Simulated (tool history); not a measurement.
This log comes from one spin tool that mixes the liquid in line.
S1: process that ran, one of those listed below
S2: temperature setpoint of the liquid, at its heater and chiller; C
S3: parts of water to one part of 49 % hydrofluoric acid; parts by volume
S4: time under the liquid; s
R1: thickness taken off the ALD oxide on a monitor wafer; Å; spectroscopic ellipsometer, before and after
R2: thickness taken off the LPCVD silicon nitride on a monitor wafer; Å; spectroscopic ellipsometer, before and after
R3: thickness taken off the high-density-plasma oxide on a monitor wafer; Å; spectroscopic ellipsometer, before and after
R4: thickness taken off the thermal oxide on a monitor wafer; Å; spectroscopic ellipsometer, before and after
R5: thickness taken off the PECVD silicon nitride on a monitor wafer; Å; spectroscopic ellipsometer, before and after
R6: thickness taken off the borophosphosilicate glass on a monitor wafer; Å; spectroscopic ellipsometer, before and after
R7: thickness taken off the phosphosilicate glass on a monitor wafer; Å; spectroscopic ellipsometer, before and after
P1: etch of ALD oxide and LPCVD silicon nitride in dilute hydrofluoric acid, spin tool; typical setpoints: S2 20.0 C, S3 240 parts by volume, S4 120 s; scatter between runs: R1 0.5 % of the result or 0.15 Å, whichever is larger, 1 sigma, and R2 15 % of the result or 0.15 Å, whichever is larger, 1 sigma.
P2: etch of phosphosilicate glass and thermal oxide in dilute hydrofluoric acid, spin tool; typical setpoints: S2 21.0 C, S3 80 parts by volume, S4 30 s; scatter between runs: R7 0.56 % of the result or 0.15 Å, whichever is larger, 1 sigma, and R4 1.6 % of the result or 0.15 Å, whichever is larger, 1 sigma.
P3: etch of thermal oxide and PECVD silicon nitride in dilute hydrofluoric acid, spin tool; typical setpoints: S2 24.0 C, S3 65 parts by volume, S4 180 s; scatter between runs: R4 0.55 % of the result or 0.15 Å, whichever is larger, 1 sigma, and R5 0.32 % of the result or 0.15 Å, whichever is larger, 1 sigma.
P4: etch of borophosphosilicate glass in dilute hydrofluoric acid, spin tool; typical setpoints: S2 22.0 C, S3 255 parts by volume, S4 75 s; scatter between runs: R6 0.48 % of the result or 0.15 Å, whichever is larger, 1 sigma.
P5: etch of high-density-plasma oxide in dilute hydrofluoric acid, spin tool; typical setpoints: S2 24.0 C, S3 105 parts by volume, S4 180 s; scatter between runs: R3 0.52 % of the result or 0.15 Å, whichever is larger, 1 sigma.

| run | hour | S1 | S2 | S3 | S4 | R1 | R2 | R3 | R4 | R5 | R6 | R7 |
|---|---|---|---|---|---|---|---|---|---|---|---|---|
| 1 | 5.0 | P1 | 20.0 | 240 | 120 | 71.854 | 1.60230 |  |  |  |  |  |
| 2 | 12.0 | P5 | 24.0 | 105 | 180 |  |  | 90.1170 |  |  |  |  |
| 3 | 16.9 | P1 | 24.0 | 385 | 120 | 44.737 | 0.78504 |  |  |  |  |  |
| 4 | 21.3 | P3 | 24.0 | 100 | 180 |  |  |  | 85.7350 | 97.770 |  |  |
| 5 | 24.6 | P3 | 24.0 | 65 | 180 |  |  |  | 138.3000 | 148.300 |  |  |
| 6 | 30.2 | P4 | 22.0 | 255 | 15 |  |  |  |  |  | 16.934 |  |
| 7 | 35.3 | P5 | 29.0 | 105 | 180 |  |  | 109.5700 |  |  |  |  |
| 8 | 40.3 | P1 | 20.0 | 240 | 120 | 71.771 | 1.58400 |  |  |  |  |  |
| 9 | 46.8 | P2 | 17.0 | 80 | 30 |  |  |  | 12.8850 |  |  | 220.21 |
| 10 | 52.7 | P1 | 20.0 | 240 | 120 | 71.652 | 0.87978 |  |  |  |  |  |
| 11 | 57.2 | P1 | 20.0 | 240 | 220 | 131.150 | 2.53460 |  |  |  |  |  |
| 12 | 61.8 | P4 | 22.0 | 255 | 75 |  |  |  |  |  | 84.183 |  |
| 13 | 66.5 | P5 | 24.0 | 105 | 15 |  |  | 7.5094 |  |  |  |  |
| 14 | 70.4 | P3 | 24.0 | 65 | 15 |  |  |  | 11.4750 | 12.604 |  |  |
| 15 | 76.0 | P4 | 22.0 | 255 | 75 |  |  |  |  |  | 85.142 |  |
| 16 | 81.2 | P5 | 24.0 | 105 | 180 |  |  | 90.0550 |  |  |  |  |
| 17 | 86.9 | P1 | 20.0 | 240 | 30 | 17.929 | 0.40831 |  |  |  |  |  |
| 18 | 90.0 | P4 | 17.0 | 255 | 75 |  |  |  |  |  | 70.854 |  |
| 19 | 94.3 | P2 | 21.0 | 80 | 55 |  |  |  | 27.9990 |  |  | 477.96 |
| 20 | 99.0 | P1 | 20.0 | 355 | 120 | 43.469 | 1.31200 |  |  |  |  |  |
| 21 | 105.6 | P5 | 24.0 | 35 | 180 |  |  | 296.0600 |  |  |  |  |
| 22 | 112.1 | P1 | 20.0 | 85 | 120 | 236.550 | 3.96850 |  |  |  |  |  |
| 23 | 117.9 | P1 | 23.5 | 240 | 120 | 81.556 | 2.18600 |  |  |  |  |  |
| 24 | 121.7 | P1 | 20.0 | 240 | 120 | 71.368 | 1.55080 |  |  |  |  |  |
| 25 | 126.5 | P2 | 21.0 | 80 | 30 |  |  |  | 15.5330 |  |  | 260.37 |
| 26 | 130.7 | P1 | 17.0 | 240 | 120 | 63.677 | 1.53580 |  |  |  |  |  |
| 27 | 137.5 | P3 | 17.5 | 65 | 180 |  |  |  | 106.2200 | 95.400 |  |  |
| 28 | 144.1 | P2 | 21.0 | 130 | 30 |  |  |  | 9.1647 |  |  | 151.67 |
| 29 | 150.3 | P4 | 22.0 | 400 | 75 |  |  |  |  |  | 47.296 |  |
| 30 | 156.5 | P1 | 20.0 | 240 | 120 | 70.679 | 1.75270 |  |  |  |  |  |
| 31 | 160.3 | P1 | 20.0 | 240 | 120 | 72.961 | 1.51050 |  |  |  |  |  |
| 32 | 163.9 | P1 | 20.0 | 240 | 120 | 73.832 | 1.63050 |  |  |  |  |  |
| 33 | 170.9 | P1 | 20.0 | 240 | 120 | 74.319 | 1.64360 |  |  |  |  |  |
| 34 | 177.5 | P1 | 20.0 | 240 | 120 | 74.675 | 1.51870 |  |  |  |  |  |
| 35 | 183.7 | P1 | 20.0 | 240 | 120 | 75.062 | 1.88110 |  |  |  |  |  |
| 36 | 189.5 | P1 | 20.0 | 240 | 120 | 75.225 | 1.33670 |  |  |  |  |  |
| 37 | 196.6 | P1 | 20.0 | 240 | 120 | 74.555 | 1.87510 |  |  |  |  |  |

What P1 gives has crept off from where it sat before. The 2 causes that follow fit the log equally well, each at the size noted:
A: liquid hotter than its thermometer reads (K) = 1.41
B: hydrofluoric acid flow above the setpoint (%) = 4.39
Creep in the process output first set in at about hour 156.5.

Listed below are the offered check runs, one wafer per run, with question marks in place of results. For which of them would the causes give clearly different outcomes?
| check 1 | 203.7 | P3 | 24.0 | 65 | 180 |  |  |  | ? | ? |  |  |
| check 2 | 203.7 | P5 | 24.0 | 105 | 180 |  |  | ? |  |  |  |  |
| check 3 | 203.7 | P4 | 22.0 | 255 | 75 |  |  |  |  |  | ? |  |
| check 4 | 203.7 | P2 | 21.0 | 80 | 30 |  |  |  | ? |  |  | ? |

Check results expected under each cause:
| check | result | if A | if B |
|---|---|---|---|
| check 1 | R4 | 146.1200 | 144.5900 |
| check 1 | R5 | 162.960 | 154.750 |
| check 2 | R3 | 95.0610 | 94.4090 |
| check 3 | R6 | 89.179 | 89.386 |
| check 4 | R4 | 16.5070 | 16.3270 |
| check 4 | R7 | 277.26 | 274.24 |
Separation of the two closest causes in each check, using whichever result separates them best: check 1 5.17 %; check 2 0.69 %; check 3 0.23 %; check 4 1.09 %
The causes can be told apart only by check 1. The other checks would give nearly the same results under each of them.

Check 1 was carried out, with these results: R4 144.0300 Å; R5 155.230 Å. Which of the listed causes is responsible?

Of the candidate causes, it is B: hydrofluoric acid flow above the setpoint (%).
